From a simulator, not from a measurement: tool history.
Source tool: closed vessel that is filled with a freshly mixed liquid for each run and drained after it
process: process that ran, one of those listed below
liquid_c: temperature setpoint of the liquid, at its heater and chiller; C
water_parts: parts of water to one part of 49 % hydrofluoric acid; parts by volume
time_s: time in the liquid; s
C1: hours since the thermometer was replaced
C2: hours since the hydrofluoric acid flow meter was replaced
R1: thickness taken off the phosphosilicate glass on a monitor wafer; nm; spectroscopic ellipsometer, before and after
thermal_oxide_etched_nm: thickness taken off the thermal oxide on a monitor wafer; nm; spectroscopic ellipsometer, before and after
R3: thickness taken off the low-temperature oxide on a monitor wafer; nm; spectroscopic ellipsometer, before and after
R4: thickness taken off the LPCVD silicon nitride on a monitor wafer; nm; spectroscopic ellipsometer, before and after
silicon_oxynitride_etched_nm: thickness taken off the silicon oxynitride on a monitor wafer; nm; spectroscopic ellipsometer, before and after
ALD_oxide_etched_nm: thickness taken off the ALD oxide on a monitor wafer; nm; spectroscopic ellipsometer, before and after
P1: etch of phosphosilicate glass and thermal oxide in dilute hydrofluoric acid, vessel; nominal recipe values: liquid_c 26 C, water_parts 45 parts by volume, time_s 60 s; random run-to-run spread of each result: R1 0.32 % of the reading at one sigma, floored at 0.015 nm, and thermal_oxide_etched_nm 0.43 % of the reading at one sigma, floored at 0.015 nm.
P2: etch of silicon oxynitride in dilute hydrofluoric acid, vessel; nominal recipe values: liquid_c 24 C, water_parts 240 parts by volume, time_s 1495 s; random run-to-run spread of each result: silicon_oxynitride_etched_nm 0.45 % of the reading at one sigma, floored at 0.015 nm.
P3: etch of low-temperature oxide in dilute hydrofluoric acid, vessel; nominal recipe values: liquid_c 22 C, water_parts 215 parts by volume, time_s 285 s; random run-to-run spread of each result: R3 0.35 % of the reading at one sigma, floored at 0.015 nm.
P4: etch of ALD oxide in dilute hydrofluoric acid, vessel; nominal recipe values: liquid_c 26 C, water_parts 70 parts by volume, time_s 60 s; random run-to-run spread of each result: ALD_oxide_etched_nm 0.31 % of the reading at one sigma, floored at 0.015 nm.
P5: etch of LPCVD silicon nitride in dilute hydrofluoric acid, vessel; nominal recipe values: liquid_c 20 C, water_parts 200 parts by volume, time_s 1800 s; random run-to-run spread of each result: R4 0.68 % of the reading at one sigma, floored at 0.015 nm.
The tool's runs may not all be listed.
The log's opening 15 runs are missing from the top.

run 16 day=2.488 | process=P2 liquid_c=24 water_parts=240 time_s=1495 | C1=258.3 C2=910.3 | silicon_oxynitride_etched_nm=16.693
run 17 day=2.667 | process=P4 liquid_c=26 water_parts=70 time_s=60 | C1=262.6 C2=914.6 | ALD_oxide_etched_nm=10.986
run 18 day=2.771 | process=P3 liquid_c=17 water_parts=215 time_s=285 | C1=265.1 C2=917.1 | R3=11.59
run 19 day=2.904 | process=P1 liquid_c=26 water_parts=45 time_s=30 | C1=268.3 C2=920.3 | R1=134.33 thermal_oxide_etched_nm=3.7817
run 20 day=3.021 | process=P1 liquid_c=26 water_parts=45 time_s=60 | C1=271.1 C2=923.1 | R1=270.34 thermal_oxide_etched_nm=7.4887
run 21 day=3.183 | process=P3 liquid_c=22 water_parts=215 time_s=155 | C1=275 C2=927 | R3=7.6776
run 22 day=3.362 | process=P1 liquid_c=26 water_parts=75 time_s=60 | C1=279.3 C2=931.3 | R1=155.05 thermal_oxide_etched_nm=4.3461
run 23 day=3.475 | process=P1 liquid_c=26 water_parts=60 time_s=105 | C1=282 C2=934 | R1=344.92 thermal_oxide_etched_nm=9.5697
run 24 day=3.658 | process=P2 liquid_c=24 water_parts=240 time_s=105 | C1=286.4 C2=938.4 | silicon_oxynitride_etched_nm=1.1778
run 25 day=3.838 | process=P4 liquid_c=34 water_parts=70 time_s=60 | C1=290.7 C2=942.7 | ALD_oxide_etched_nm=14.891
run 26 day=3.938 | process=P4 liquid_c=26 water_parts=25 time_s=60 | C1=293.1 C2=945.1 | ALD_oxide_etched_nm=32.822
run 27 day=4.138 | process=P1 liquid_c=26 water_parts=45 time_s=90 | C1=297.9 C2=949.9 | R1=403.47 thermal_oxide_etched_nm=11.175
run 28 day=4.342 | process=P2 liquid_c=24 water_parts=415 time_s=1495 | C1=302.8 C2=954.8 | silicon_oxynitride_etched_nm=8.5208
run 29 day=4.508 | process=P1 liquid_c=26 water_parts=45 time_s=60 | C1=306.8 C2=958.8 | R1=268.28 thermal_oxide_etched_nm=7.4995
run 30 day=4.725 | process=P3 liquid_c=22 water_parts=215 time_s=285 | C1=312 C2=964 | R3=14.063
run 31 day=4.929 | process=P1 liquid_c=26 water_parts=45 time_s=60 | C1=316.9 C2=968.9 | R1=268.87 thermal_oxide_etched_nm=7.448
run 32 day=5.112 | process=P1 liquid_c=26 water_parts=45 time_s=60 | C1=321.3 C2=973.3 | R1=259.99 thermal_oxide_etched_nm=7.1843
run 33 day=5.238 | process=P1 liquid_c=26 water_parts=45 time_s=60 | C1=324.3 C2=976.3 | R1=257.26 thermal_oxide_etched_nm=7.0617
run 34 day=5.383 | process=P1 liquid_c=26 water_parts=45 time_s=60 | C1=327.8 C2=979.8 | R1=252.07 thermal_oxide_etched_nm=7.0263
run 35 day=5.554 | process=P1 liquid_c=26 water_parts=45 time_s=60 | C1=331.9 C2=983.9 | R1=250.18 thermal_oxide_etched_nm=6.945
run 36 day=5.721 | process=P1 liquid_c=26 water_parts=45 time_s=60 | C1=335.9 C2=987.9 | R1=248.1 thermal_oxide_etched_nm=6.9467
run 37 day=5.846 | process=P1 liquid_c=26 water_parts=45 time_s=60 | C1=338.9 C2=990.9 | R1=245.29 thermal_oxide_etched_nm=6.8047

For run 38, what comes out?
run 38 day=5.958 | process=P1 liquid_c=26 water_parts=45 time_s=60 | C1=341.6 C2=993.6 | R1=? thermal_oxide_etched_nm=?

Run 38 gave R1 246.76 nm, thermal_oxide_etched_nm 6.8105 nm.
